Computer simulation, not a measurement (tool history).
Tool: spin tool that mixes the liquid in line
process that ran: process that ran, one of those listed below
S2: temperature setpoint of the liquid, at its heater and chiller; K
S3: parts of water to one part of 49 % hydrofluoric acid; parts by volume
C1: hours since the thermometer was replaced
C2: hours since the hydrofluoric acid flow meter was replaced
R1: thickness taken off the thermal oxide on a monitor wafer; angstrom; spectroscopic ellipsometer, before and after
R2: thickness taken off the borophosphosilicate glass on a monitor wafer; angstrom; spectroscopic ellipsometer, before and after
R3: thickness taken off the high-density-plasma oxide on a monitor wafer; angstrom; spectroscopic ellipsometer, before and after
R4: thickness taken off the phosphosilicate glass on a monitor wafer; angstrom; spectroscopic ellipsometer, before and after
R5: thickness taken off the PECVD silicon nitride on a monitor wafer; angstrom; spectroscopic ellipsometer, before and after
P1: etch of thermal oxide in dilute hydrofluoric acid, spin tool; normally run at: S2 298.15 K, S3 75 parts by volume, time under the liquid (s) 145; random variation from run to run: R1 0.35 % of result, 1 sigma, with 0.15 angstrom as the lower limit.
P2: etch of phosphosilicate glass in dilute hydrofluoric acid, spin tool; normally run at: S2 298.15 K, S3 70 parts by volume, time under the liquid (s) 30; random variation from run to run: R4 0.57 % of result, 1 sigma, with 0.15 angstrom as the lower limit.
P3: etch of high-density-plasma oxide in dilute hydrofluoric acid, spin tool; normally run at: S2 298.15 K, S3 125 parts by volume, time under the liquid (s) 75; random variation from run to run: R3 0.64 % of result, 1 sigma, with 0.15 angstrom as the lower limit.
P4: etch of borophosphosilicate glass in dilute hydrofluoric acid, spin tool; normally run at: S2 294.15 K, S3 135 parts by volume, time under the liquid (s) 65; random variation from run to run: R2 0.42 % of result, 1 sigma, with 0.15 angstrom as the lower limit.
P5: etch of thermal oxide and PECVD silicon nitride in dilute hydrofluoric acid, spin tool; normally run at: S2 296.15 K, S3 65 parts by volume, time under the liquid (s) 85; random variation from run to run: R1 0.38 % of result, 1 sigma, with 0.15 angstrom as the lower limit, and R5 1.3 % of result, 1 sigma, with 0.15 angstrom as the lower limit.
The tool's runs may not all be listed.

Run 1, hour 10.5: process that ran P1, S2 298.15 K, S3 75 parts by volume, time under the liquid (s) 145; C1 806.3; C2 243.1. Result: R1 96.162 angstrom.
Run 2, hour 26.5: process that ran P1, S2 303.15 K, S3 75 parts by volume, time under the liquid (s) 145; C1 822.3; C2 259.1. Result: R1 117.490 angstrom.
Run 3, hour 43.4: process that ran P4, S2 294.15 K, S3 135 parts by volume, time under the liquid (s) 65; C1 839.2; C2 276.0. Result: R2 123.570 angstrom.
Run 4, hour 60.3: process that ran P3, S2 298.15 K, S3 125 parts by volume, time under the liquid (s) 75; C1 856.1; C2 292.9. Result: R3 41.2390 angstrom.
Run 5, hour 70.7: process that ran P4, S2 294.15 K, S3 235 parts by volume, time under the liquid (s) 65; C1 866.5; C2 303.3. Result: R2 64.005 angstrom.
Run 6, hour 82.3: process that ran P1, S2 298.15 K, S3 125 parts by volume, time under the liquid (s) 145; C1 878.1; C2 314.9. Result: R1 54.086 angstrom.
Run 7, hour 98.8: process that ran P3, S2 298.15 K, S3 125 parts by volume, time under the liquid (s) 15; C1 894.6; C2 331.4. Result: R3 8.3718 angstrom.
Run 8, hour 111.2: process that ran P1, S2 298.15 K, S3 35 parts by volume, time under the liquid (s) 145; C1 907.0; C2 343.8. Result: R1 216.620 angstrom.
At hour 120.5: hydrofluoric acid flow meter replaced.
Run 9, hour 125.6: process that ran P1, S2 298.15 K, S3 75 parts by volume, time under the liquid (s) 60; C1 921.4; C2 5.2. Result: R1 40.144 angstrom.
Run 10, hour 140.1: process that ran P2, S2 305.65 K, S3 70 parts by volume, time under the liquid (s) 30; C1 935.9; C2 19.7. Result: R4 679.61 angstrom.
Run 11, hour 149.5: process that ran P5, S2 296.15 K, S3 65 parts by volume, time under the liquid (s) 15; C1 945.3; C2 29.1. Result: R1 10.675 angstrom, R5 3.7388 angstrom.
Run 12, hour 161.3: process that ran P4, S2 300.65 K, S3 135 parts by volume, time under the liquid (s) 65; C1 957.1; C2 40.9. Result: R2 160.020 angstrom.
Run 13, hour 176.9: process that ran P1, S2 305.15 K, S3 25 parts by volume, time under the liquid (s) 145; C1 972.7; C2 56.5. Result: R1 409.890 angstrom.
At hour 177.4: thermometer replaced.
Run 14, hour 185.9: process that ran P1, S2 298.15 K, S3 75 parts by volume, time under the liquid (s) 145; C1 8.6; C2 65.5. Result: R1 95.723 angstrom.
Run 15, hour 198.5: process that ran P4, S2 294.15 K, S3 135 parts by volume, time under the liquid (s) 100; C1 21.2; C2 78.1. Result: R2 190.660 angstrom.
Run 16, hour 209.8: process that ran P3, S2 298.15 K, S3 190 parts by volume, time under the liquid (s) 75; C1 32.5; C2 89.4. Result: R3 25.3470 angstrom.
Run 17, hour 225.7: process that ran P5, S2 291.65 K, S3 65 parts by volume, time under the liquid (s) 85; C1 48.4; C2 105.3. Result: R1 50.511 angstrom, R5 14.8520 angstrom.
Run 18, hour 240.4: process that ran P2, S2 298.15 K, S3 105 parts by volume, time under the liquid (s) 30; C1 63.1; C2 120.0. Result: R4 320.19 angstrom.
Run 19, hour 249.3: process that ran P1, S2 293.15 K, S3 75 parts by volume, time under the liquid (s) 145; C1 72.0; C2 128.9. Result: R1 77.894 angstrom.
Run 20, hour 257.4: process that ran P2, S2 298.15 K, S3 70 parts by volume, time under the liquid (s) 30; C1 80.1; C2 137.0. Result: R4 501.79 angstrom.
Run 21, hour 268.0: process that ran P1, S2 298.15 K, S3 75 parts by volume, time under the liquid (s) 145; C1 90.7; C2 147.6. Result: R1 95.964 angstrom.
Run 22, hour 279.3: process that ran P1, S2 298.15 K, S3 75 parts by volume, time under the liquid (s) 145; C1 102.0; C2 158.9. Result: R1 95.709 angstrom.
Run 23, hour 295.7: process that ran P3, S2 303.65 K, S3 125 parts by volume, time under the liquid (s) 75; C1 118.4; C2 175.3. Result: R3 50.2790 angstrom.
Run 24, hour 312.5: process that ran P5, S2 296.15 K, S3 65 parts by volume, time under the liquid (s) 85; C1 135.2; C2 192.1. Result: R1 60.937 angstrom, R5 20.3100 angstrom.
Run 25, hour 324.3: process that ran P2, S2 298.15 K, S3 70 parts by volume, time under the liquid (s) 50; C1 147.0; C2 203.9. Result: R4 837.78 angstrom.
Run 26, hour 336.8: process that ran P5, S2 296.15 K, S3 25 parts by volume, time under the liquid (s) 85; C1 159.5; C2 216.4. Result: R1 167.040 angstrom, R5 51.3300 angstrom.
Run 27, hour 353.6: process that ran P1, S2 294.65 K, S3 20 parts by volume, time under the liquid (s) 145; C1 176.3; C2 233.2. Result: R1 334.900 angstrom.
Run 28, hour 365.5: process that ran P1, S2 298.15 K, S3 75 parts by volume, time under the liquid (s) 145; C1 188.2; C2 245.1. Result: R1 95.867 angstrom.
Run 29, hour 378.9: process that ran P1, S2 298.15 K, S3 75 parts by volume, time under the liquid (s) 145; C1 201.6; C2 258.5. Result: R1 95.139 angstrom.
Run 30, hour 388.2: process that ran P1, S2 298.15 K, S3 75 parts by volume, time under the liquid (s) 255; C1 210.9; C2 267.8. Result: R1 166.990 angstrom.
Run 31, hour 405.2: process that ran P1, S2 298.15 K, S3 75 parts by volume, time under the liquid (s) 145; C1 227.9; C2 284.8. Result: R1 95.759 angstrom.
Run 32, hour 415.7: process that ran P1, S2 298.15 K, S3 75 parts by volume, time under the liquid (s) 145; C1 238.4; C2 295.3. Result: R1 98.189 angstrom.
Run 33, hour 425.5: process that ran P1, S2 298.15 K, S3 75 parts by volume, time under the liquid (s) 145; C1 248.2; C2 305.1. Result: R1 99.441 angstrom.
Run 34, hour 436.5: process that ran P1, S2 298.15 K, S3 75 parts by volume, time under the liquid (s) 145; C1 259.2; C2 316.1. Result: R1 100.170 angstrom.
Run 35, hour 444.7: process that ran P1, S2 298.15 K, S3 75 parts by volume, time under the liquid (s) 145; C1 267.4; C2 324.3. Result: R1 101.270 angstrom.
Run 36, hour 456.8: process that ran P1, S2 298.15 K, S3 75 parts by volume, time under the liquid (s) 145; C1 279.5; C2 336.4. Result: R1 101.410 angstrom.
Run 37, hour 469.4: process that ran P1, S2 298.15 K, S3 75 parts by volume, time under the liquid (s) 145; C1 292.1; C2 349.0. Result: R1 102.780 angstrom.
Run 38, hour 485.6: process that ran P1, S2 298.15 K, S3 75 parts by volume, time under the liquid (s) 145; C1 308.3; C2 365.2. Result: R1 102.970 angstrom.
Run 39, hour 497.2: process that ran P1, S2 298.15 K, S3 75 parts by volume, time under the liquid (s) 145; C1 319.9; C2 376.8. Result: R1 103.380 angstrom.
Run 40, hour 514.1: process that ran P1, S2 298.15 K, S3 75 parts by volume, time under the liquid (s) 145; C1 336.8; C2 393.7. Result: R1 103.500 angstrom.
Run 41, hour 530.9: process that ran P1, S2 298.15 K, S3 75 parts by volume, time under the liquid (s) 145; C1 353.6; C2 410.5. Result: R1 103.520 angstrom.

Something has made what P1 gives creep away from where it was; the 2 causes below, each at its own stated size, fit the log equally well:
A: hydrofluoric acid flow above the setpoint (%) = 7.09
B: liquid hotter than its thermometer reads (K) = 1.89
Onset of the creep was near hour 405.2.

Each of the check runs listed below is run on 3 wafers and reports their average, with the results left as question marks. Pick the one under which the possible causes would lead to clearly different results.
Run check 1, hour 547.7: process that ran P4, S2 294.15 K, S3 135 parts by volume, time under the liquid (s) 65. Result: R2 ?.
Run check 2, hour 547.7: process that ran P3, S2 298.15 K, S3 125 parts by volume, time under the liquid (s) 75. Result: R3 ?.
Run check 3, hour 547.7: process that ran P2, S2 298.15 K, S3 70 parts by volume, time under the liquid (s) 30. Result: R4 ?.
Run check 4, hour 547.7: process that ran P5, S2 296.15 K, S3 65 parts by volume, time under the liquid (s) 85. Result: R1 ?, R5 ?.

How each check would come out, cause by cause:
  check  result     if A     if B
check 1      R2  133.830  133.320
check 2      R3  44.4380  44.1520
check 3      R4   542.57   542.99
check 4      R1   65.601   65.798
check 4      R5  21.8400  23.1780
How far apart the two closest causes lie, in the result that separates them most: check 1 0.38 %; check 2 0.65 %; check 3 0.08 %; check 4 5.95 %
The other checks would show nearly matching results whichever cause is true, so check 4 is the only one that separates the causes.

Check 4 was then run and gave: R1 65.813 angstrom; R5 23.5980 angstrom. Which cause is it?

It is B: liquid hotter than its thermometer reads (K).
